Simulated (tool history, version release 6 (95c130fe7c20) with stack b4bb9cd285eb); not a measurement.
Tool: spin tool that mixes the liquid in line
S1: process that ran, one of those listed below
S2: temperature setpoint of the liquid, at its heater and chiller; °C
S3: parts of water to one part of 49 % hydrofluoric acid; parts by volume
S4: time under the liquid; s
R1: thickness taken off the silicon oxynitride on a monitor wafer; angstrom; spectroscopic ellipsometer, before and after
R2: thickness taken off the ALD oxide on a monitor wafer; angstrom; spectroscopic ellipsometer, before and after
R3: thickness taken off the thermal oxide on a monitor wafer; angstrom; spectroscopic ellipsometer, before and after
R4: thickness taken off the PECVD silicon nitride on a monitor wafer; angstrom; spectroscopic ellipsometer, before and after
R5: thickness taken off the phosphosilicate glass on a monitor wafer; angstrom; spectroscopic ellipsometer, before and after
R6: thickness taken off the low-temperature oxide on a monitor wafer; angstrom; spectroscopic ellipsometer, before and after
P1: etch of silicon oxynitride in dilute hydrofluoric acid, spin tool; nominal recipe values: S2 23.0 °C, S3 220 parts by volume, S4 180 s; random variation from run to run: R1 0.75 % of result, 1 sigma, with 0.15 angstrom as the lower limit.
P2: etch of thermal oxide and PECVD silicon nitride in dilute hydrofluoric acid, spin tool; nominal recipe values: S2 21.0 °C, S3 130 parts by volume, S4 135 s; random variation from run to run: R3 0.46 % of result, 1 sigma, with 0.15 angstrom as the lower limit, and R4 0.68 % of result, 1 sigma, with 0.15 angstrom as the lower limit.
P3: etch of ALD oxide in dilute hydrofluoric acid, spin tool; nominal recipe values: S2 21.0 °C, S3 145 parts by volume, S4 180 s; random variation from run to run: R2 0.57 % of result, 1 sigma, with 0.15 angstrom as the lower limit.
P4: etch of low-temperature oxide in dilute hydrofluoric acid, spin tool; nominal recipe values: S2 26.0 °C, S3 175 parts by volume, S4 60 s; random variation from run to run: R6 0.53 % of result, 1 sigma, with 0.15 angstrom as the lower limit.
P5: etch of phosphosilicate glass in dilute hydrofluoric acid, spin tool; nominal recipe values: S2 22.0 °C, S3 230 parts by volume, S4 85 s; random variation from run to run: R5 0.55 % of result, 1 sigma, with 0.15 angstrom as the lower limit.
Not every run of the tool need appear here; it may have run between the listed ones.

Run 1, hour 3.7: S1 P1, S2 23.0 °C, S3 220 parts by volume, S4 180 s. Result: R1 33.7690 angstrom.
Run 2, hour 7.1: S1 P3, S2 21.0 °C, S3 145 parts by volume, S4 180 s. Result: R2 206.88 angstrom.
Run 3, hour 10.3: S1 P1, S2 23.0 °C, S3 220 parts by volume, S4 315 s. Result: R1 59.5380 angstrom.
Run 4, hour 14.6: S1 P1, S2 23.0 °C, S3 220 parts by volume, S4 180 s. Result: R1 33.6920 angstrom.
Run 5, hour 16.8: S1 P2, S2 17.0 °C, S3 130 parts by volume, S4 135 s. Result: R3 37.919 angstrom, R4 26.056 angstrom.
Run 6, hour 19.8: S1 P5, S2 22.0 °C, S3 40 parts by volume, S4 85 s. Result: R5 2663.90 angstrom.
Run 7, hour 24.3: S1 P2, S2 21.0 °C, S3 130 parts by volume, S4 135 s. Result: R3 45.258 angstrom, R4 34.037 angstrom.
Run 8, hour 28.7: S1 P4, S2 26.0 °C, S3 175 parts by volume, S4 60 s. Result: R6 39.663 angstrom.
Run 9, hour 33.2: S1 P4, S2 18.5 °C, S3 175 parts by volume, S4 60 s. Result: R6 29.654 angstrom.
Run 10, hour 36.6: S1 P2, S2 21.0 °C, S3 80 parts by volume, S4 135 s. Result: R3 76.495 angstrom, R4 55.693 angstrom.
Run 11, hour 38.7: S1 P1, S2 23.0 °C, S3 220 parts by volume, S4 180 s. Result: R1 34.1390 angstrom.
Run 12, hour 42.3: S1 P4, S2 26.0 °C, S3 175 parts by volume, S4 60 s. Result: R6 39.162 angstrom.
Run 13, hour 45.3: S1 P3, S2 24.5 °C, S3 145 parts by volume, S4 180 s. Result: R2 237.42 angstrom.
Run 14, hour 48.1: S1 P1, S2 18.5 °C, S3 220 parts by volume, S4 180 s. Result: R1 27.7560 angstrom.
Run 15, hour 50.8: S1 P3, S2 21.0 °C, S3 145 parts by volume, S4 360 s. Result: R2 413.31 angstrom.
Run 16, hour 53.4: S1 P1, S2 23.0 °C, S3 220 parts by volume, S4 180 s. Result: R1 34.1550 angstrom.
Run 17, hour 55.5: S1 P1, S2 23.0 °C, S3 220 parts by volume, S4 15 s. Result: R1 2.9288 angstrom.
Run 18, hour 59.2: S1 P5, S2 22.0 °C, S3 230 parts by volume, S4 130 s. Result: R5 576.47 angstrom.
Run 19, hour 61.3: S1 P3, S2 21.0 °C, S3 35 parts by volume, S4 180 s. Result: R2 978.33 angstrom.
Run 20, hour 63.5: S1 P1, S2 30.0 °C, S3 220 parts by volume, S4 270 s. Result: R1 69.0970 angstrom.
Run 21, hour 68.0: S1 P1, S2 23.0 °C, S3 360 parts by volume, S4 180 s. Result: R1 19.0840 angstrom.
Run 22, hour 72.4: S1 P3, S2 21.0 °C, S3 145 parts by volume, S4 180 s. Result: R2 207.17 angstrom.
Run 23, hour 75.6: S1 P4, S2 26.0 °C, S3 40 parts by volume, S4 60 s. Result: R6 207.740 angstrom.
Run 24, hour 78.1: S1 P4, S2 26.0 °C, S3 175 parts by volume, S4 15 s. Result: R6 10.080 angstrom.
Run 25, hour 81.8: S1 P5, S2 26.5 °C, S3 230 parts by volume, S4 85 s. Result: R5 439.65 angstrom.
Run 26, hour 84.7: S1 P1, S2 27.0 °C, S3 220 parts by volume, S4 180 s. Result: R1 40.7130 angstrom.
Run 27, hour 87.4: S1 P1, S2 23.0 °C, S3 220 parts by volume, S4 180 s. Result: R1 34.2590 angstrom.

Estimate the outcome of run 28 from the log above:
Run 28, hour 89.8: S1 P5, S2 22.0 °C, S3 230 parts by volume, S4 85 s. Result: R5 ?.

Logged for run 28: R5 371.63 angstrom.
